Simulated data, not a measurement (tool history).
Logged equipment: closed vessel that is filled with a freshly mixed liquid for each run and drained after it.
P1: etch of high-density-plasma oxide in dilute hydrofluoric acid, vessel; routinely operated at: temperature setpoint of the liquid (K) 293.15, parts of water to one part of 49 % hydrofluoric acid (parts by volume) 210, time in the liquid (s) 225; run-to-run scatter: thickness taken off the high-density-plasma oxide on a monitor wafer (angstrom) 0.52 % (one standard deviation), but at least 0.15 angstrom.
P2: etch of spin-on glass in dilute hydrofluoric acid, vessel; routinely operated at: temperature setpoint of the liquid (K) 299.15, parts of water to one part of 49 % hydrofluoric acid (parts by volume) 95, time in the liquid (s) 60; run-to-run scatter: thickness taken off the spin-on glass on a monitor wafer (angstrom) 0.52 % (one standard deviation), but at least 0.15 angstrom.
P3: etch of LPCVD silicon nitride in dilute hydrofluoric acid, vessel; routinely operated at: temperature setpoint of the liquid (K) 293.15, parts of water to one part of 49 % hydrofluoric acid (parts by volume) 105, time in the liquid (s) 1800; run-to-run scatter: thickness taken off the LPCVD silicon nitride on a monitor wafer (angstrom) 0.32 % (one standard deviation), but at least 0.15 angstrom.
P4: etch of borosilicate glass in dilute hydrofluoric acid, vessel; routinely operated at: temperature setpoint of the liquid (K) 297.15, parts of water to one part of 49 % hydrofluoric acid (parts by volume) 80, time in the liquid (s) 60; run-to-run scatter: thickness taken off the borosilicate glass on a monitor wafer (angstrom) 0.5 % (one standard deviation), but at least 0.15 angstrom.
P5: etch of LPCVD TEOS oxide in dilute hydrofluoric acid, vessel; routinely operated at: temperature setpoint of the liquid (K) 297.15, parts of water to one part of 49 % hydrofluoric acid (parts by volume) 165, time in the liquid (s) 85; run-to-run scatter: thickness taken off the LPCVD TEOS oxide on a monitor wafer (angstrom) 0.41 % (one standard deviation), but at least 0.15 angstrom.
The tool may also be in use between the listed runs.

| run | hour | process that ran | temperature setpoint of the liquid (K) | parts of water to one part of 49 % hydrofluoric acid (parts by volume) | time in the liquid (s) | hours since the thermometer was replaced | hours since the hydrofluoric acid flow meter was replaced | thickness taken off the high-density-plasma oxide on a monitor wafer (angstrom) | thickness taken off the borosilicate glass on a monitor wafer (angstrom) | thickness taken off the LPCVD silicon nitride on a monitor wafer (angstrom) | thickness taken off the LPCVD TEOS oxide on a monitor wafer (angstrom) | thickness taken off the spin-on glass on a monitor wafer (angstrom) |
|---|---|---|---|---|---|---|---|---|---|---|---|---|
| 1 | 12.5 | P1 | 293.15 | 210 | 225 | 738.9 | 751.0 | 56.232 |  |  |  |  |
| 2 | 23.4 | P1 | 290.15 | 210 | 225 | 749.8 | 761.9 | 50.442 |  |  |  |  |
| 3 | 38.7 | P4 | 297.15 | 25 | 60 | 765.1 | 777.2 |  | 880.27 |  |  |  |
| 4 | 49.2 | P3 | 293.15 | 105 | 3005 | 775.6 | 787.7 |  |  | 107.650 |  |  |
| 5 | 57.2 | P1 | 293.15 | 380 | 225 | 783.6 | 795.7 | 27.064 |  |  |  |  |
| 6 | 74.6 | P1 | 298.65 | 315 | 225 | 801.0 | 813.1 | 41.602 |  |  |  |  |
| 7 | 90.1 | P5 | 293.15 | 165 | 85 | 816.5 | 828.6 |  |  |  | 220.750 |  |
| 8 | 98.7 | P1 | 293.15 | 210 | 225 | 825.1 | 837.2 | 56.263 |  |  |  |  |
| 9 | 114.6 | P1 | 293.15 | 100 | 120 | 841.0 | 853.1 | 71.127 |  |  |  |  |
| 10 | 126.3 | P1 | 293.15 | 210 | 225 | 852.7 | 864.8 | 56.461 |  |  |  |  |
| 11 | 140.7 | P1 | 298.15 | 210 | 225 | 867.1 | 879.2 | 68.088 |  |  |  |  |
| 12 | 150.2 | P2 | 292.65 | 95 | 60 | 876.6 | 888.7 |  |  |  |  | 365.72 |
| 13 | 160.9 | P5 | 297.15 | 245 | 85 | 887.3 | 899.4 |  |  |  | 159.240 |  |
| 14 | 175.8 | P5 | 297.15 | 165 | 30 | 902.2 | 914.3 |  |  |  | 91.165 |  |
| 15 | 193.0 | P2 | 299.15 | 95 | 115 | 919.4 | 931.5 |  |  |  |  | 904.73 |
| 16 | 204.8 | P1 | 293.15 | 210 | 225 | 931.2 | 943.3 | 56.813 |  |  |  |  |
| 17 | 216.5 | P1 | 300.15 | 210 | 335 | 942.9 | 955.0 | 108.810 |  |  |  |  |
| 18 | 232.8 | P2 | 299.15 | 140 | 60 | 959.2 | 971.3 |  |  |  |  | 301.11 |
| 19 | 245.0 | P5 | 297.15 | 165 | 85 | 971.4 | 983.5 |  |  |  | 258.850 |  |
| 20 | 256.7 | P3 | 297.15 | 105 | 1800 | 983.1 | 995.2 |  |  | 84.141 |  |  |
| 21 | 267.5 | P5 | 297.15 | 165 | 85 | 993.9 | 1006.0 |  |  |  | 257.690 |  |
| 22 | 281.9 | P4 | 297.15 | 80 | 30 | 1008.3 | 1020.4 |  | 127.96 |  |  |  |
| 23 | 297.5 | P1 | 293.15 | 210 | 65 | 1023.9 | 1036.0 | 16.340 |  |  |  |  |
|  | 300.4 | hydrofluoric acid flow meter replaced |
| 24 | 309.3 | P1 | 293.15 | 60 | 225 | 1035.7 | 8.9 | 232.740 |  |  |  |  |
| 25 | 327.0 | P1 | 293.15 | 210 | 225 | 1053.4 | 26.6 | 56.331 |  |  |  |  |
| 26 | 340.2 | P2 | 299.15 | 95 | 60 | 1066.6 | 39.8 |  |  |  |  | 474.74 |
| 27 | 356.8 | P4 | 301.15 | 80 | 60 | 1083.2 | 56.4 |  | 300.62 |  |  |  |
| 28 | 374.4 | P3 | 293.15 | 35 | 1800 | 1100.8 | 74.0 |  |  | 187.960 |  |  |
| 29 | 383.9 | P4 | 297.15 | 80 | 60 | 1110.3 | 83.5 |  | 253.36 |  |  |  |
| 30 | 395.1 | P3 | 293.15 | 105 | 1800 | 1121.5 | 94.7 |  |  | 63.954 |  |  |
| 31 | 408.0 | P4 | 297.15 | 80 | 60 | 1134.4 | 107.6 |  | 253.24 |  |  |  |
| 32 | 416.6 | P2 | 299.15 | 95 | 60 | 1143.0 | 116.2 |  |  |  |  | 471.67 |
| 33 | 424.6 | P1 | 293.15 | 210 | 375 | 1151.0 | 124.2 | 94.564 |  |  |  |  |
| 34 | 433.0 | P1 | 293.15 | 210 | 225 | 1159.4 | 132.6 | 56.280 |  |  |  |  |
| 35 | 449.8 | P1 | 293.15 | 210 | 225 | 1176.2 | 149.4 | 54.842 |  |  |  |  |
| 36 | 459.2 | P1 | 293.15 | 210 | 225 | 1185.6 | 158.8 | 54.418 |  |  |  |  |
| 37 | 476.7 | P1 | 293.15 | 210 | 225 | 1203.1 | 176.3 | 53.886 |  |  |  |  |
| 38 | 493.2 | P1 | 293.15 | 210 | 225 | 1219.6 | 192.8 | 53.983 |  |  |  |  |
| 39 | 504.3 | P1 | 293.15 | 210 | 225 | 1230.7 | 203.9 | 53.437 |  |  |  |  |
| 40 | 514.2 | P1 | 293.15 | 210 | 225 | 1240.6 | 213.8 | 53.543 |  |  |  |  |
| 41 | 526.2 | P1 | 293.15 | 210 | 225 | 1252.6 | 225.8 | 53.397 |  |  |  |  |
| 42 | 540.8 | P1 | 293.15 | 210 | 225 | 1267.2 | 240.4 | 53.161 |  |  |  |  |

P1 has crept away from where it was. The log is fitted equally well by each of these 2 causes, at the sizes shown:
A: hydrofluoric acid flow below the setpoint (%) = 4.51
B: liquid colder than its thermometer reads (K) = 1.45
The gradual shift began around hour 433.0.

Of the 4 check runs listed below, each run on one wafer and each result written as a question mark, which would let you distinguish the listed causes because they would give clearly different results?
| check 1 | 555.4 | P5 | 297.15 | 165 | 85 |  |  |  |  |  | ? |  |
| check 2 | 555.4 | P4 | 297.15 | 80 | 60 |  |  |  | ? |  |  |  |
| check 3 | 555.4 | P3 | 293.15 | 105 | 1800 |  |  |  |  | ? |  |  |
| check 4 | 555.4 | P2 | 299.15 | 95 | 60 |  |  |  |  |  |  | ? |

If the cause were each of the candidates in turn, the checks would give the following:
| check | result | if A | if B |
|---|---|---|---|
| check 1 | thickness taken off the LPCVD TEOS oxide on a monitor wafer (angstrom) | 244.560 | 244.450 |
| check 2 | thickness taken off the borosilicate glass on a monitor wafer (angstrom) | 242.17 | 240.31 |
| check 3 | thickness taken off the LPCVD silicon nitride on a monitor wafer (angstrom) | 61.580 | 58.339 |
| check 4 | thickness taken off the spin-on glass on a monitor wafer (angstrom) | 447.96 | 445.72 |
Gap, in per cent, between the two causes that each check separates least, read from the result that separates them most: check 1 0.05 %; check 2 0.77 %; check 3 5.41 %; check 4 0.5 %
Check 3 tells the causes apart: in the others they would give nearly the same result.

Check 3 was carried out, with these results: thickness taken off the LPCVD silicon nitride on a monitor wafer (angstrom) 58.167. Which of the listed causes is responsible?

The cause is B: liquid colder than its thermometer reads (K).
